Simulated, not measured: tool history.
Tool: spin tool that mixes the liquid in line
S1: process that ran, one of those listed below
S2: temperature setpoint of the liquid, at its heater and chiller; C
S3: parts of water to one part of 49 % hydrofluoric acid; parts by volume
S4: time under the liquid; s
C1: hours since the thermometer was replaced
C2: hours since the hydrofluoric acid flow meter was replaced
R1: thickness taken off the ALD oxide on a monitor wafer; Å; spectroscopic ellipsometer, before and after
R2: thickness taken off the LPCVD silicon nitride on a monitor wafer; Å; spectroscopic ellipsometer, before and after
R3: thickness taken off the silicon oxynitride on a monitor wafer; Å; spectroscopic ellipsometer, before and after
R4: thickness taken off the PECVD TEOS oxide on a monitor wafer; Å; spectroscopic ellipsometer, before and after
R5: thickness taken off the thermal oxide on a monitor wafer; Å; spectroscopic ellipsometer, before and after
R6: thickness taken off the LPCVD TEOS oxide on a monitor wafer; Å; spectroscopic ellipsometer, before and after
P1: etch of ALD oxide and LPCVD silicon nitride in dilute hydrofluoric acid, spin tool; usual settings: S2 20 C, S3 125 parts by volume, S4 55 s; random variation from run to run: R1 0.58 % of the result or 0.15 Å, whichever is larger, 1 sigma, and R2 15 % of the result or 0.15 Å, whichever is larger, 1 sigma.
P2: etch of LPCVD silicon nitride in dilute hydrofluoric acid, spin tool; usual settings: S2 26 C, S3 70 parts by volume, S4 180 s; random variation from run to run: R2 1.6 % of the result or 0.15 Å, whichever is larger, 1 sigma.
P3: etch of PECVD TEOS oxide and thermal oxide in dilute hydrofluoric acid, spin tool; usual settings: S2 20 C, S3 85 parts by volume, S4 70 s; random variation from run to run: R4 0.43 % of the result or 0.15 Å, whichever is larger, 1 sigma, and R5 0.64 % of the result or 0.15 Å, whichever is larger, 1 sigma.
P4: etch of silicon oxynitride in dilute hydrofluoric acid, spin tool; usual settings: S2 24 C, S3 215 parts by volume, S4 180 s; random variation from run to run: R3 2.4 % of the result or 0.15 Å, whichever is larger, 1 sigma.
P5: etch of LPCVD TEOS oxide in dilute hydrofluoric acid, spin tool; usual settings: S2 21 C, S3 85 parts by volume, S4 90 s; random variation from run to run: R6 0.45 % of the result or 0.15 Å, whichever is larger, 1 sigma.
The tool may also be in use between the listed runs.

run 1 hour=2.3 | S1=P1 S2=20 S3=125 S4=55 | C1=1139.6 C2=221.6 | R1=71.169 R2=1.1242
run 2 hour=7.6 | S1=P4 S2=17.5 S3=215 S4=180 | C1=1144.9 C2=226.9 | R3=7.9205
run 3 hour=12 | S1=P4 S2=24 S3=215 S4=60 | C1=1149.3 C2=231.3 | R3=3.7691
run 4 hour=15 | S1=P3 S2=20 S3=85 S4=70 | C1=1152.3 C2=234.3 | R4=64.032 R5=33.82
run 5 hour=19 | S1=P3 S2=20 S3=85 S4=120 | C1=1156.3 C2=238.3 | R4=110.83 R5=59.063
run 6 hour=23.7 | S1=P5 S2=21 S3=140 S4=90 | C1=1161 C2=243 | R6=113.64
run 7 hour=28.1 | S1=P1 S2=28 S3=210 S4=55 | C1=1165.4 C2=247.4 | R1=52.596 R2=1.7558
-- hour=31.1 hydrofluoric acid flow meter replaced
run 8 hour=32.9 | S1=P2 S2=31.5 S3=70 S4=180 | C1=1170.2 C2=1.9 | R2=24.1
run 9 hour=36.9 | S1=P5 S2=21 S3=85 S4=145 | C1=1174.2 C2=5.9 | R6=323.33
run 10 hour=40.4 | S1=P1 S2=20 S3=40 S4=25 | C1=1177.7 C2=9.4 | R1=112.12 R2=2.0083
run 11 hour=44.7 | S1=P3 S2=20 S3=85 S4=70 | C1=1182 C2=13.7 | R4=63.637 R5=34.412
run 12 hour=48 | S1=P2 S2=26 S3=20 S4=180 | C1=1185.3 C2=17 | R2=55.578
run 13 hour=51.2 | S1=P1 S2=20 S3=125 S4=55 | C1=1188.5 C2=20.2 | R1=70.732 R2=1.8431
run 14 hour=56 | S1=P1 S2=20 S3=125 S4=15 | C1=1193.3 C2=25 | R1=19.169 R2=0.34734
run 15 hour=60.5 | S1=P3 S2=20 S3=135 S4=70 | C1=1197.8 C2=29.5 | R4=38.488 R5=20.512
run 16 hour=63.5 | S1=P1 S2=20 S3=200 S4=55 | C1=1200.8 C2=32.5 | R1=42.036 R2=0.8253
run 17 hour=67.2 | S1=P2 S2=26 S3=70 S4=180 | C1=1204.5 C2=36.2 | R2=17.015
run 18 hour=72.1 | S1=P1 S2=20 S3=65 S4=55 | C1=1209.4 C2=41.1 | R1=146.48 R2=2.6369
run 19 hour=76 | S1=P1 S2=20 S3=125 S4=55 | C1=1213.3 C2=45 | R1=71.357 R2=1.0939
run 20 hour=80.2 | S1=P4 S2=24 S3=215 S4=180 | C1=1217.5 C2=49.2 | R3=10.58
run 21 hour=85.3 | S1=P2 S2=26 S3=70 S4=180 | C1=1222.6 C2=54.3 | R2=16.301
run 22 hour=88.1 | S1=P1 S2=24 S3=125 S4=55 | C1=1225.4 C2=57.1 | R1=83.537 R2=2.5827
run 23 hour=92.5 | S1=P4 S2=24 S3=385 S4=180 | C1=1229.8 C2=61.5 | R3=5.6682
run 24 hour=96.7 | S1=P1 S2=17 S3=125 S4=55 | C1=1234 C2=65.7 | R1=63.107 R2=1.4366
run 25 hour=101.3 | S1=P5 S2=21 S3=85 S4=90 | C1=1238.6 C2=70.3 | R6=201.88
run 26 hour=104.2 | S1=P5 S2=17 S3=85 S4=90 | C1=1241.5 C2=73.2 | R6=169.8

The next listed run, before its measurement:
run 27 hour=108.9 | S1=P1 S2=20 S3=125 S4=55 | C1=1246.2 C2=77.9 | R1=? R2=?

{"run 27": {"R1": 71.972, "R2": 1.0713}}

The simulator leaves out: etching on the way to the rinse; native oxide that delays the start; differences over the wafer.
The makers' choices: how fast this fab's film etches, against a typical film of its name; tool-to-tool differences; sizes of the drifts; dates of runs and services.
